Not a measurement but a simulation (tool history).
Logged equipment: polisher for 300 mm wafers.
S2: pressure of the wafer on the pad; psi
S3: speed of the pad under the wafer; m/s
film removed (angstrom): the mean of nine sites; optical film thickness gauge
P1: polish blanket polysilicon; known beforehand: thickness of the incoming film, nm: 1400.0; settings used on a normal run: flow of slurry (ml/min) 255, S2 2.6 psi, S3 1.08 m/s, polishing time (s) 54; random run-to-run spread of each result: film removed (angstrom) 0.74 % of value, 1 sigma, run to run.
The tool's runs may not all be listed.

run 1 hour=8 | flow_of_slurry_(ml/min)=255 S2=2.6 S3=1.08 polishing_time_(s)=54 | film_removed_(angstrom)=4911.8
run 2 hour=17.1 | flow_of_slurry_(ml/min)=255 S2=2.6 S3=0.52 polishing_time_(s)=54 | film_removed_(angstrom)=2316.9
run 3 hour=25.4 | flow_of_slurry_(ml/min)=255 S2=1.6 S3=1.6 polishing_time_(s)=54 | film_removed_(angstrom)=4473.7
run 4 hour=32 | flow_of_slurry_(ml/min)=375 S2=2.6 S3=1.08 polishing_time_(s)=54 | film_removed_(angstrom)=5106.9
run 5 hour=40.7 | flow_of_slurry_(ml/min)=255 S2=2.6 S3=1.08 polishing_time_(s)=54 | film_removed_(angstrom)=4818.1
run 6 hour=44.9 | flow_of_slurry_(ml/min)=255 S2=2.6 S3=1.64 polishing_time_(s)=54 | film_removed_(angstrom)=7461.3
run 7 hour=51.6 | flow_of_slurry_(ml/min)=255 S2=2.6 S3=1.08 polishing_time_(s)=24 | film_removed_(angstrom)=2155.8
run 8 hour=56.5 | flow_of_slurry_(ml/min)=255 S2=2.6 S3=1.08 polishing_time_(s)=54 | film_removed_(angstrom)=4901.5
run 9 hour=60.7 | flow_of_slurry_(ml/min)=255 S2=3.4 S3=1.08 polishing_time_(s)=54 | film_removed_(angstrom)=6500
-- hour=65.7 worn pad replaced by a new one
run 10 hour=66.4 | flow_of_slurry_(ml/min)=155 S2=2.6 S3=1.08 polishing_time_(s)=54 | film_removed_(angstrom)=4547.5
run 11 hour=74.5 | flow_of_slurry_(ml/min)=255 S2=2.6 S3=1.08 polishing_time_(s)=74 | film_removed_(angstrom)=6653.3
run 12 hour=81.2 | flow_of_slurry_(ml/min)=255 S2=2.6 S3=1.08 polishing_time_(s)=54 | film_removed_(angstrom)=4876.6
run 13 hour=87.2 | flow_of_slurry_(ml/min)=255 S2=2.6 S3=1.08 polishing_time_(s)=54 | film_removed_(angstrom)=4890.8

Run 14 has not been measured yet. What should we expect?
run 14 hour=95 | flow_of_slurry_(ml/min)=255 S2=1.8 S3=1.08 polishing_time_(s)=54 | film_removed_(angstrom)=?

Run 14 gave film removed (angstrom) 3382.1.
